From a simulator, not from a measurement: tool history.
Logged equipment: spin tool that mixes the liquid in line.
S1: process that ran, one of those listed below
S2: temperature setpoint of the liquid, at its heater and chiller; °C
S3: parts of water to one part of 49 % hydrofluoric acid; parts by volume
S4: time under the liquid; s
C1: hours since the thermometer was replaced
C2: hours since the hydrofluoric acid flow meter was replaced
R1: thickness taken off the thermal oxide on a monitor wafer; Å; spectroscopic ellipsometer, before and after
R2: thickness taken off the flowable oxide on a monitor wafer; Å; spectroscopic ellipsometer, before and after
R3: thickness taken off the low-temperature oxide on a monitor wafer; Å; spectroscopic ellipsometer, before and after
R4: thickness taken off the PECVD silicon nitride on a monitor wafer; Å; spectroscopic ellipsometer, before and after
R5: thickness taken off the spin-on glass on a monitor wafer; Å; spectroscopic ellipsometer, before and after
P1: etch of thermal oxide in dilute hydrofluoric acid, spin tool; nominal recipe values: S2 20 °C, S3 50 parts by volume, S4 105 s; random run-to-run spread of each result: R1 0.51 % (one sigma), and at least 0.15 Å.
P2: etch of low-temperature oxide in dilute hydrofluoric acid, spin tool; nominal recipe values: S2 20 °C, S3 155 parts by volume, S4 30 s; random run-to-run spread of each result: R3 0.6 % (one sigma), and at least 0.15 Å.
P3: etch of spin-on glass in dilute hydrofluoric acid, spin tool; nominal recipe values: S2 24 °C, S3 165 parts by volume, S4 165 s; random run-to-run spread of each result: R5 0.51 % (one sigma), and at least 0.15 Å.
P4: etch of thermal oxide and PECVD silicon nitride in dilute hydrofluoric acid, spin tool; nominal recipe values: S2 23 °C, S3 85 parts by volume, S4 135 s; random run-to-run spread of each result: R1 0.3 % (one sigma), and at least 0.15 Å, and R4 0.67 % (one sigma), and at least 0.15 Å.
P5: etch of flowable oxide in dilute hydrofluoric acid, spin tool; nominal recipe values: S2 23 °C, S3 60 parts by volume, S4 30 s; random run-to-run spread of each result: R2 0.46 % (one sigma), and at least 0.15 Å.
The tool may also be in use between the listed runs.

run	hour	S1	S2	S3	S4	C1	C2	R1	R2	R3	R4	R5
1	14.4	P1	20	50	105	645.2	382.8	90.353				
2	24.6	P1	20	80	105	655.4	393	54.875				
3	38.2	P5	23	60	30	669	406.6		207.18			
4	50.4	P5	23	20	30	681.2	418.8		653			
5	63.8	P1	20	30	105	694.6	432.2	154.1				
6	71.7	P1	20	30	170	702.5	440.1	247.77				
7	85.1	P2	25	155	30	715.9	453.5			64.494		
8	93.1	P1	20	50	170	723.9	461.5	146.19				
9	100.9	P4	30.5	85	135	731.7	469.3	92.002			58.283	
10	107.8	P1	26	50	105	738.6	476.2	115.19				
11	114.9	P4	23	85	135	745.7	483.3	68.791			36.427	
12	122.3	P2	20	155	15	753.1	490.7			26.93		
13	136.7	P1	17	50	105	767.5	505.1	79.929				
14	147	P5	23	60	60	777.8	515.4		413.53			
15	162	P5	23	60	30	792.8	530.4		205.88			
16	175.7	P3	24	165	20	806.5	544.1					44.319
17	187.8	P3	24	165	165	818.6	556.2					365.79
18	202.9	P3	24	40	165	833.7	571.3					1762.9
19	209.8	P2	20	155	30	840.6	578.2			52.513		
20	223	P4	23	85	25	853.8	591.4	12.904			6.8232	
21	229.7	P1	20	20	205	860.5	598.1	456.31				
22	239.8	P2	20	40	30	870.6	608.2			233.08		
23	249.8	P4	23	145	135	880.6	618.2	37.74			21.351	
24	258.2	P1	20	50	105	889	626.6	89.565				
25	269.1	P3	24	165	165	899.9	637.5					364.82
26	282.2	P2	20	155	30	913	650.6			53.32		
27	292.6	P3	30.5	165	165	923.4	661					468.93
28	307.8	P1	20	50	105	938.6	676.2	90.509				
29	318.9	P5	17	60	30	949.7	687.3		160.59			
30	331	P1	20	50	105	961.8	699.4	90.358				
31	346.2	P1	25	50	55	977	714.6	58.147				
32	358.8	P1	20	50	15	989.6	727.2	12.797				
33	367.8	P1	20	50	105	998.6	736.2	89.809				
34	381.8	P1	20	50	105	1012.6	750.2	90.372				
35	390.9	P1	20	50	105	1021.7	759.3	86.439				
36	404.3	P1	20	50	105	1035.1	772.7	83.005				
37	417.3	P1	20	50	105	1048.1	785.7	81.344				
38	432.2	P1	20	50	105	1063	800.6	82.409				
39	439.8	P1	20	50	105	1070.6	808.2	81.82				
40	452.6	P1	20	50	105	1083.4	821	81.014				

What P1 gives has crept away from where it was. These 2 causes fit the log equally well, each at the size given:
A: liquid colder than its thermometer reads (K) = 2.41
B: hydrofluoric acid flow below the setpoint (%) = 9.26
The gradual shift began around hour 381.8.

Each of the check runs listed below is run on 3 wafers and reports their average, with the results left as question marks. Pick the one under which the possible causes would lead to clearly different results.
check 1	465.4	P4	30	85	35			?			?	
check 2	465.4	P3	27.5	40	165							?
check 3	465.4	P2	20	50	30					?		
check 4	465.4	P5	17	35	30				?			

What each check would give under each cause:
check	result	if A	if B
check 1	R1	21.352	20.991
check 1	R4	12.596	13.328
check 2	R5	1848.2	1839.2
check 3	R3	166.02	166.04
check 4	R2	254.32	255.77
Minimum pairwise separation of causes per check, each pair taken at its best-separating result: check 1 5.65 %; check 2 0.48 %; check 3 0.01 %; check 4 0.57 %
Only in check 1 would the causes give clearly different results; in the remaining checks their results would be nearly the same.

Running check 1 produced the following: R1 20.992 Å; R4 13.298 Å. Which one of the listed causes fits?

The cause is B: hydrofluoric acid flow below the setpoint (%).
